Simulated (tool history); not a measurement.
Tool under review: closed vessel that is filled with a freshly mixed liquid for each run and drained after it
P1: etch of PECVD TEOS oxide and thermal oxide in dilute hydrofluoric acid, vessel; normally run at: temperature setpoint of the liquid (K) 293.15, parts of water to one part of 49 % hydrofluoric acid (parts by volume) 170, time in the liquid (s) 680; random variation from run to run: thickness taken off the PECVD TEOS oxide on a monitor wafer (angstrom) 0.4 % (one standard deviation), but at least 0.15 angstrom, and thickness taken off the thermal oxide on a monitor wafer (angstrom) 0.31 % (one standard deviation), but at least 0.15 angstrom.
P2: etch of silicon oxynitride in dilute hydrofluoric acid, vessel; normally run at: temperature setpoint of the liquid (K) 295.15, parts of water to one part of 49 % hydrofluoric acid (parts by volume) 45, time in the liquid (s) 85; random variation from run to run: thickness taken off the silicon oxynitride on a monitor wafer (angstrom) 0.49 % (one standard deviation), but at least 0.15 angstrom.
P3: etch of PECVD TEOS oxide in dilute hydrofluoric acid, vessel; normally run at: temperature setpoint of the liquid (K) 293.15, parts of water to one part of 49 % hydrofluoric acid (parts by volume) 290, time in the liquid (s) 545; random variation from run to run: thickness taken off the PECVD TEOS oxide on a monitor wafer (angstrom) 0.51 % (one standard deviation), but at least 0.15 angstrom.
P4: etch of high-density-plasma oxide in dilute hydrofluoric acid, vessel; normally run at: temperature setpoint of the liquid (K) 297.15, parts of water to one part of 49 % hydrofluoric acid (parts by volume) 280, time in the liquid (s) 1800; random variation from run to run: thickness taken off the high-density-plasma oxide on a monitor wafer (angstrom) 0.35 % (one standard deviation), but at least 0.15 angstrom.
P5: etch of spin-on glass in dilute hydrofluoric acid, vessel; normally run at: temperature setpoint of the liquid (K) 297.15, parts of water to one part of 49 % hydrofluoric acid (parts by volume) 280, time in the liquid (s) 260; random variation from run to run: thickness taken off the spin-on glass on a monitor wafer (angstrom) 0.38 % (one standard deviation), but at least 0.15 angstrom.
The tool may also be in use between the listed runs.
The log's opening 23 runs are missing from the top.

run	hour	process that ran	temperature setpoint of the liquid (K)	parts of water to one part of 49 % hydrofluoric acid (parts by volume)	time in the liquid (s)	hours since the thermometer was replaced	hours since the hydrofluoric acid flow meter was replaced	thickness taken off the PECVD TEOS oxide on a monitor wafer (angstrom)	thickness taken off the thermal oxide on a monitor wafer (angstrom)	thickness taken off the high-density-plasma oxide on a monitor wafer (angstrom)	thickness taken off the spin-on glass on a monitor wafer (angstrom)	thickness taken off the silicon oxynitride on a monitor wafer (angstrom)
24	320.1	P5	297.15	280	260	1051.8	1878.9				405.25	
25	329.9	P3	293.15	395	545	1061.6	1888.7	76.614				
26	343.8	P2	295.15	20	85	1075.5	1902.6					100.7
27	359.6	P5	297.15	280	30	1091.3	1918.4				46.667	
28	374.2	P1	293.15	90	680	1105.9	1933	963.63	326.08			
29	384.5	P1	293.15	170	680	1116.2	1943.3	463.81	158.39			
30	400.8	P1	293.15	170	1285	1132.5	1959.6	880.66	299.04			
31	416.4	P4	297.15	155	1800	1148.1	1975.2			540.05		
32	429.9	P2	290.15	45	85	1161.6	1988.7					34.086
33	443.5	P3	293.15	290	545	1175.2	2002.3	114.45				
34	453	P1	293.15	170	680	1184.7	2011.8	464.67	159.02			
35	462	P1	293.15	170	680	1193.7	2020.8	453.92	153.45			
36	477.2	P1	293.15	170	680	1208.9	2036	442.96	151.44			
37	488.8	P1	293.15	170	680	1220.5	2047.6	438.49	148.99			
38	503.9	P1	293.15	170	680	1235.6	2062.7	436.41	149.28			
39	516.5	P1	293.15	170	680	1248.2	2075.3	434.38	148.25			

Run 40 is up next; what results do you expect?
40	526.7	P1	293.15	170	680	1258.4	2085.5	?	?			

thickness taken off the PECVD TEOS oxide on a monitor wafer (angstrom): 437.03
thickness taken off the thermal oxide on a monitor wafer (angstrom): 147.8
